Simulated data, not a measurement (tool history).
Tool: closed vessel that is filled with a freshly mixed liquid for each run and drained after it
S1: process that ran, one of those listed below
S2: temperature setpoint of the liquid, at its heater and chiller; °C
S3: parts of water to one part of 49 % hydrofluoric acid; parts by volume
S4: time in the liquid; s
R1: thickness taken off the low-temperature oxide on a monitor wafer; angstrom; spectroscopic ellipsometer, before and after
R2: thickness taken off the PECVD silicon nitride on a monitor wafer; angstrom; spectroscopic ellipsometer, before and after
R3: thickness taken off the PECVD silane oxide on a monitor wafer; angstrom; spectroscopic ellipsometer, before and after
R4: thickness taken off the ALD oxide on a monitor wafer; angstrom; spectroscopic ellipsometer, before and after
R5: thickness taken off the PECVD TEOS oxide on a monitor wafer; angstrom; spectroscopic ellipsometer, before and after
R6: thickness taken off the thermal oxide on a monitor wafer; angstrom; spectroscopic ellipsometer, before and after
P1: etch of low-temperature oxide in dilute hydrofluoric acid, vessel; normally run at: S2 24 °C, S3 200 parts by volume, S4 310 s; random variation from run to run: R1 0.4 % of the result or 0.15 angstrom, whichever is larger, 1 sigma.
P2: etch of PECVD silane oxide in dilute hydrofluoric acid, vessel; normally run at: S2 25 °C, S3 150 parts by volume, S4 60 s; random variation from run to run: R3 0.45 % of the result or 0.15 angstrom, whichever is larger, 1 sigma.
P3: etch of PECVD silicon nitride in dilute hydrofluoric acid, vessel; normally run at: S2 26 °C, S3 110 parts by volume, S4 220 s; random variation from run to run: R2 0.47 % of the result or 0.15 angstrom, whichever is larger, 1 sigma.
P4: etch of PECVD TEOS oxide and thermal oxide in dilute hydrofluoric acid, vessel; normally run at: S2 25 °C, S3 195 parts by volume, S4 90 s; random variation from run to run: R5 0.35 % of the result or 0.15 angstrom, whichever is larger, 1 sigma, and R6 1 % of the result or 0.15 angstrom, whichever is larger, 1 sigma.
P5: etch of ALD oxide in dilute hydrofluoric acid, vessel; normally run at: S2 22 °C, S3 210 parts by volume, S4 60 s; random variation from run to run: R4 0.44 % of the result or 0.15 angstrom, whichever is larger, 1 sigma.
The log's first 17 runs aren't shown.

run	hour	S1	S2	S3	S4	R1	R2	R3	R4	R5	R6
18	82.7	P1	24	100	310	462.39					
19	86.3	P4	30.5	195	90					144.07	26.167
20	90.8	P2	25	150	30			85.388			
21	93.8	P1	24	200	310	204.67					
22	100.1	P1	17.5	200	310	160.15					
23	104.4	P2	32	150	60			221.58			
24	109.5	P1	24	330	310	108.89					
25	114.6	P1	32	200	310	273.61					
26	119	P4	25	195	165					216.53	39.357
27	122.7	P1	24	200	470	313.14					
28	128.4	P1	28.5	100	310	549.46					
29	134.4	P1	24	305	575	225.06					
30	137.7	P1	24	80	560	1063.7					
31	143.9	P5	22	210	60				48.284		

Run 32 comes next. What will it give?
32	148.7	P5	22	90	60				?		

{"run 32": {"R4": 129.39}}

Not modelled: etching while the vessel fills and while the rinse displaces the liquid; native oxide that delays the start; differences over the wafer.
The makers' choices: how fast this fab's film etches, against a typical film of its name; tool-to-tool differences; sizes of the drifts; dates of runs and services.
